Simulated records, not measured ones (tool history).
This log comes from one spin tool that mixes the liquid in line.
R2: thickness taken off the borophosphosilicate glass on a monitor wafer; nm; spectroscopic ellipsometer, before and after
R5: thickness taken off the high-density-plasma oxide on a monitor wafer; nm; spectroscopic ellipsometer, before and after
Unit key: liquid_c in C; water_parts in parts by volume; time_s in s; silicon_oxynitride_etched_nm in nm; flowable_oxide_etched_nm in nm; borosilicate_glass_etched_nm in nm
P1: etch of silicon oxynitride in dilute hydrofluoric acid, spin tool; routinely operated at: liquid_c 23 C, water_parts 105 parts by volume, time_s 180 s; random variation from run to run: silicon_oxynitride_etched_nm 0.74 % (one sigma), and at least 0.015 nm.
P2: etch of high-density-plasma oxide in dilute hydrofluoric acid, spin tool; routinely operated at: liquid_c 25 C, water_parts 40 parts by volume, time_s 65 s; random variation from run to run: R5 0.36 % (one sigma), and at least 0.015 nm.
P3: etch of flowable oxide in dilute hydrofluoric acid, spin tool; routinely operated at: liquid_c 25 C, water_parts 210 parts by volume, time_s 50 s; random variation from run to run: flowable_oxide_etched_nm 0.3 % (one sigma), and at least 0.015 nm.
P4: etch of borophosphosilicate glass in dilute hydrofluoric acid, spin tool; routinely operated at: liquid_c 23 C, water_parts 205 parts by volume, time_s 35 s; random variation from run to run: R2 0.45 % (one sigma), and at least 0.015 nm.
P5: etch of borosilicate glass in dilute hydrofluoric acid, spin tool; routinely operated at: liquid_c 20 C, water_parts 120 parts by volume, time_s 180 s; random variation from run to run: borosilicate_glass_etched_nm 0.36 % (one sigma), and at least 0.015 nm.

{"run": 1, "hour": 7.1, "process": "P1", "liquid_c": 23, "water_parts": 105, "time_s": 180, "silicon_oxynitride_etched_nm": 2.7884}
{"run": 2, "hour": 11.6, "process": "P4", "liquid_c": 23, "water_parts": 205, "time_s": 35, "R2": 12.331}
{"run": 3, "hour": 15.4, "process": "P3", "liquid_c": 25, "water_parts": 210, "time_s": 15, "flowable_oxide_etched_nm": 2.9393}
{"run": 4, "hour": 22.2, "process": "P1", "liquid_c": 23, "water_parts": 105, "time_s": 90, "silicon_oxynitride_etched_nm": 1.3986}
{"run": 5, "hour": 29.0, "process": "P1", "liquid_c": 26.5, "water_parts": 105, "time_s": 65, "silicon_oxynitride_etched_nm": 1.1789}
{"run": 6, "hour": 35.6, "process": "P1", "liquid_c": 23, "water_parts": 105, "time_s": 180, "silicon_oxynitride_etched_nm": 2.7889}
{"run": 7, "hour": 40.1, "process": "P5", "liquid_c": 20, "water_parts": 120, "time_s": 180, "borosilicate_glass_etched_nm": 21.761}
{"run": 8, "hour": 45.6, "process": "P1", "liquid_c": 23, "water_parts": 170, "time_s": 180, "silicon_oxynitride_etched_nm": 1.6698}
{"run": 9, "hour": 53.4, "process": "P3", "liquid_c": 25, "water_parts": 45, "time_s": 50, "flowable_oxide_etched_nm": 55.876}
{"run": 10, "hour": 58.2, "process": "P4", "liquid_c": 23, "water_parts": 305, "time_s": 35, "R2": 7.5691}
{"run": 11, "hour": 64.1, "process": "P1", "liquid_c": 23, "water_parts": 105, "time_s": 180, "silicon_oxynitride_etched_nm": 2.7879}
{"run": 12, "hour": 67.6, "process": "P1", "liquid_c": 18, "water_parts": 170, "time_s": 180, "silicon_oxynitride_etched_nm": 1.3216}
{"run": 13, "hour": 73.0, "process": "P1", "liquid_c": 23, "water_parts": 105, "time_s": 180, "silicon_oxynitride_etched_nm": 2.8052}
{"run": 14, "hour": 79.9, "process": "P5", "liquid_c": 20, "water_parts": 120, "time_s": 95, "borosilicate_glass_etched_nm": 11.464}
{"run": 15, "hour": 86.1, "process": "P3", "liquid_c": 17.5, "water_parts": 210, "time_s": 50, "flowable_oxide_etched_nm": 7.3666}
{"run": 16, "hour": 93.8, "process": "P4", "liquid_c": 27, "water_parts": 205, "time_s": 35, "R2": 14.233}
{"run": 17, "hour": 101.5, "process": "P2", "liquid_c": 25, "water_parts": 20, "time_s": 65, "R5": 20.399}
{"run": 18, "hour": 106.2, "process": "P2", "liquid_c": 25, "water_parts": 40, "time_s": 65, "R5": 9.9143}
{"run": 19, "hour": 111.8, "process": "P2", "liquid_c": 18.5, "water_parts": 40, "time_s": 65, "R5": 7.4623}
{"run": 20, "hour": 117.0, "process": "P2", "liquid_c": 25, "water_parts": 40, "time_s": 15, "R5": 2.2784}
{"run": 21, "hour": 122.0, "process": "P5", "liquid_c": 17, "water_parts": 120, "time_s": 180, "borosilicate_glass_etched_nm": 19.206}
{"run": 22, "hour": 125.8, "process": "P1", "liquid_c": 17, "water_parts": 105, "time_s": 180, "silicon_oxynitride_etched_nm": 2.076}
{"run": 23, "hour": 132.0, "process": "P2", "liquid_c": 25, "water_parts": 40, "time_s": 65, "R5": 9.9338}
{"run": 24, "hour": 137.3, "process": "P5", "liquid_c": 20, "water_parts": 120, "time_s": 180, "borosilicate_glass_etched_nm": 21.629}
{"run": 25, "hour": 142.0, "process": "P4", "liquid_c": 23, "water_parts": 205, "time_s": 70, "R2": 24.754}
{"run": 26, "hour": 146.3, "process": "P1", "liquid_c": 23, "water_parts": 105, "time_s": 180, "silicon_oxynitride_etched_nm": 2.8008}
{"run": 27, "hour": 153.1, "process": "P5", "liquid_c": 20, "water_parts": 25, "time_s": 180, "borosilicate_glass_etched_nm": 116.72}
{"run": 28, "hour": 156.9, "process": "P3", "liquid_c": 25, "water_parts": 210, "time_s": 50, "flowable_oxide_etched_nm": 9.7566}
{"run": 29, "hour": 163.4, "process": "P1", "liquid_c": 29.5, "water_parts": 105, "time_s": 180, "silicon_oxynitride_etched_nm": 3.8275}
{"run": 30, "hour": 168.8, "process": "P1", "liquid_c": 23, "water_parts": 50, "time_s": 180, "silicon_oxynitride_etched_nm": 6.1221}
{"run": 31, "hour": 176.0, "process": "P1", "liquid_c": 23, "water_parts": 105, "time_s": 260, "silicon_oxynitride_etched_nm": 4.085}
{"run": 32, "hour": 180.5, "process": "P4", "liquid_c": 23, "water_parts": 205, "time_s": 35, "R2": 12.196}
{"run": 33, "hour": 186.1, "process": "P1", "liquid_c": 23, "water_parts": 105, "time_s": 180, "silicon_oxynitride_etched_nm": 2.806}
{"run": 34, "hour": 193.1, "process": "P1", "liquid_c": 23, "water_parts": 105, "time_s": 180, "silicon_oxynitride_etched_nm": 2.613}
{"run": 35, "hour": 197.4, "process": "P1", "liquid_c": 23, "water_parts": 105, "time_s": 180, "silicon_oxynitride_etched_nm": 2.5672}
{"run": 36, "hour": 202.5, "process": "P1", "liquid_c": 23, "water_parts": 105, "time_s": 180, "silicon_oxynitride_etched_nm": 2.6049}
{"run": 37, "hour": 210.1, "process": "P1", "liquid_c": 23, "water_parts": 105, "time_s": 180, "silicon_oxynitride_etched_nm": 2.5603}
{"run": 38, "hour": 214.5, "process": "P1", "liquid_c": 23, "water_parts": 105, "time_s": 180, "silicon_oxynitride_etched_nm": 2.507}
{"run": 39, "hour": 220.0, "process": "P1", "liquid_c": 23, "water_parts": 105, "time_s": 180, "silicon_oxynitride_etched_nm": 2.5322}

P1 no longer gives what it gave before; its output has crept away from where it was. The following 2 causes, each at its listed size, fit the log equally well:
A: liquid colder than its thermometer reads (K) = 2.01
B: hydrofluoric acid flow below the setpoint (%) = 8.45
Onset of the creep was near hour 186.1.

Consider the 4 single-wafer check runs listed below, results given as question marks: which one distinguishes between the causes by giving clearly different results for each?
{"run": "check 1", "hour": 225.5, "process": "P5", "liquid_c": 20, "water_parts": 45, "time_s": 180, "borosilicate_glass_etched_nm": "?"}
{"run": "check 2", "hour": 225.5, "process": "P2", "liquid_c": 18.5, "water_parts": 40, "time_s": 65, "R5": "?"}
{"run": "check 3", "hour": 225.5, "process": "P3", "liquid_c": 17.5, "water_parts": 55, "time_s": 50, "flowable_oxide_etched_nm": "?"}
{"run": "check 4", "hour": 225.5, "process": "P4", "liquid_c": 23, "water_parts": 280, "time_s": 60, "R2": "?"}

Predicted outcomes, by check and by cause:
check=check_1 result=borosilicate_glass_etched_nm if_A=57.869 if_B=57.473
check=check_2 result=R5 if_A=6.8953 if_B=6.8617
check=check_3 result=flowable_oxide_etched_nm if_A=30.113 if_B=29.916
check=check_4 result=R2 if_A=13.373 if_B=12.841
Smallest distance between any two causes, each pair judged by its most separating result, in per cent: check 1 0.69 %; check 2 0.49 %; check 3 0.65 %; check 4 4.06 %
The causes can be told apart only by check 4. The other checks would give nearly the same results under each of them.

The results of check 4 are: R2 13.283 nm. Based on these, which of the listed causes is it?

It is A: liquid colder than its thermometer reads (K).
